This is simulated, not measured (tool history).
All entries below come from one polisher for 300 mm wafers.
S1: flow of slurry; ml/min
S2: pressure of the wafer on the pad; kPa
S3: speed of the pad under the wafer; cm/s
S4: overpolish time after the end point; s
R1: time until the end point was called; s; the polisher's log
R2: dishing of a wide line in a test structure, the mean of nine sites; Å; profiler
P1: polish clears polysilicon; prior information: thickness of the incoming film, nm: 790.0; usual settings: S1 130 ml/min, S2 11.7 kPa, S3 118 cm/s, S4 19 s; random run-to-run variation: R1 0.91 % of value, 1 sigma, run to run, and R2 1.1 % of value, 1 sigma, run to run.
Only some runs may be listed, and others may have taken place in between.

| run | day | S1 | S2 | S3 | S4 | R1 | R2 |
|---|---|---|---|---|---|---|---|
| 1 | 0.417 | 130 | 11.7 | 118 | 19 | 82.507 | 448.86 |
| 2 | 0.921 | 130 | 11.7 | 118 | 19 | 83.634 | 453.23 |
| 3 | 1.417 | 130 | 17.2 | 64 | 19 | 104.62 | 433.46 |
| 4 | 1.942 | 130 | 11.7 | 118 | 9 | 81.758 | 384.9 |
| 5 | 2.279 | 190 | 11.7 | 118 | 19 | 78.122 | 454.16 |
| 6 | 2.588 | 80 | 11.7 | 118 | 19 | 93.098 | 442.65 |
| 7 | 3.167 | 90 | 11.7 | 76 | 19 | 143.56 | 402.57 |
| 8 | 3.658 | 130 | 11.7 | 118 | 19 | 83.529 | 448.49 |
| 9 | 3.95 | 130 | 11.7 | 118 | 19 | 82.368 | 452.31 |
| 10 | 4.496 | 130 | 11.7 | 118 | 34 | 83.572 | 451.21 |
| 11 | 5.054 | 130 | 11.7 | 178 | 19 | 56.016 | 454.56 |
| 12 | 5.558 | 130 | 11.7 | 54 | 19 | 181.22 | 378.41 |
| 13 | 6.1 | 130 | 7.6 | 118 | 19 | 129.61 | 415.55 |
| 14 | 6.458 | 130 | 18.6 | 118 | 19 | 51.997 | 457.12 |
| 15 | 6.725 | 130 | 11.7 | 118 | 19 | 82.753 | 447.36 |
| 16 | 7.3 | 130 | 11.7 | 118 | 19 | 86.435 | 444.28 |
| 17 | 7.812 | 130 | 11.7 | 118 | 19 | 87.549 | 450.54 |
| 18 | 8.229 | 130 | 11.7 | 118 | 19 | 88.969 | 438.46 |
|  | 8.258 | head pressure recalibrated |
| 19 | 8.746 | 130 | 11.7 | 118 | 19 | 89.005 | 437.72 |
| 20 | 9.05 | 130 | 11.7 | 118 | 19 | 90.159 | 442.5 |
| 21 | 9.579 | 130 | 11.7 | 118 | 19 | 91.37 | 442.69 |
| 22 | 10.171 | 130 | 11.7 | 118 | 19 | 91.122 | 442.49 |
| 23 | 10.642 | 130 | 11.7 | 118 | 19 | 89.95 | 448.4 |
| 24 | 10.958 | 130 | 11.7 | 118 | 19 | 90.799 | 441.49 |

Compared with where it was, what P1 gives has crept away. Each cause listed below fits the log as well as the rest, at the size given for it:
A: slurry flow missing at the pad, % = 32
B: removal rate lost through wear of the pad, % = 8.68
Onset of the creep was near day 6.725.
All other causes, with the reason each is excluded:
head's pressure below its setpoint, %: serviced at day 8.258, after the drift had started, without restoring the earlier output

Which of the 4 check runs listed below, each an average over 3 wafers with its results shown as question marks, gives clearly different results under the different listed causes?
| check 1 | 11.275 | 130 | 8.3 | 72 | 19 | ? | ? |
| check 2 | 11.275 | 130 | 17.9 | 178 | 19 | ? | ? |
| check 3 | 11.275 | 85 | 11.7 | 118 | 19 | ? | ? |
| check 4 | 11.275 | 130 | 11.7 | 58 | 19 | ? | ? |

Outcome of each check run for each possible cause:
| check | result | if A | if B |
|---|---|---|---|
| check 1 | R1 | 211.44 | 211.45 |
| check 1 | R2 | 357.24 | 357.23 |
| check 2 | R1 | 39.473 | 39.476 |
| check 2 | R2 | 455.88 | 455.88 |
| check 3 | R1 | 104.94 | 100.83 |
| check 3 | R2 | 435.09 | 437.56 |
| check 4 | R1 | 185.28 | 185.29 |
| check 4 | R2 | 376.42 | 376.42 |
Smallest distance between any two causes, each pair judged by its most separating result, in per cent: check 1 0.01 %; check 2 0.01 %; check 3 3.99 %; check 4 0.01 %
Of the check runs offered, only check 3 discriminates between the causes; the rest would read about the same regardless of which cause applies.

After running check 3, the following was obtained: R1 100.84 s; R2 433.51 Å. Which cause does this point to?

It was cause B: removal rate lost through wear of the pad, %.
